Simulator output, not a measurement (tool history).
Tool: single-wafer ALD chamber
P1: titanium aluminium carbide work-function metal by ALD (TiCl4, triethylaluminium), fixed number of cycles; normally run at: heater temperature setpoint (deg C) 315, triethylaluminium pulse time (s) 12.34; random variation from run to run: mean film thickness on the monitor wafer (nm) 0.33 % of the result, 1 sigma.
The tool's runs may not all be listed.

run,day,heater temperature setpoint (deg C),triethylaluminium pulse time (s),mean film thickness on the monitor wafer (nm)
1,0.738,315,12.34,2.2267
2,1.467,299,6.71,1.8962
3,2.133,339,12.34,2.4478
4,2.612,315,12.34,2.2257
5,3.246,315,12.34,2.2231
6,3.804,315,6.26,2.0072
7,4.429,329,9.17,2.2992
8,5.054,315,12.34,2.2188
9,5.704,297,12.34,2.0648
10,6.333,315,20,2.2544
11,6.988,315,12.34,2.216
12,7.479,315,12.34,2.2252
13,7.892,315,12.34,2.2214
14,8.5,315,12.34,2.2079
15,9.162,315,12.34,2.189
16,9.7,315,12.34,2.1965

Forecast run 17:
17,10.242,315,12.34,?

{"run 17": {"mean film thickness on the monitor wafer (nm)": 2.189}}
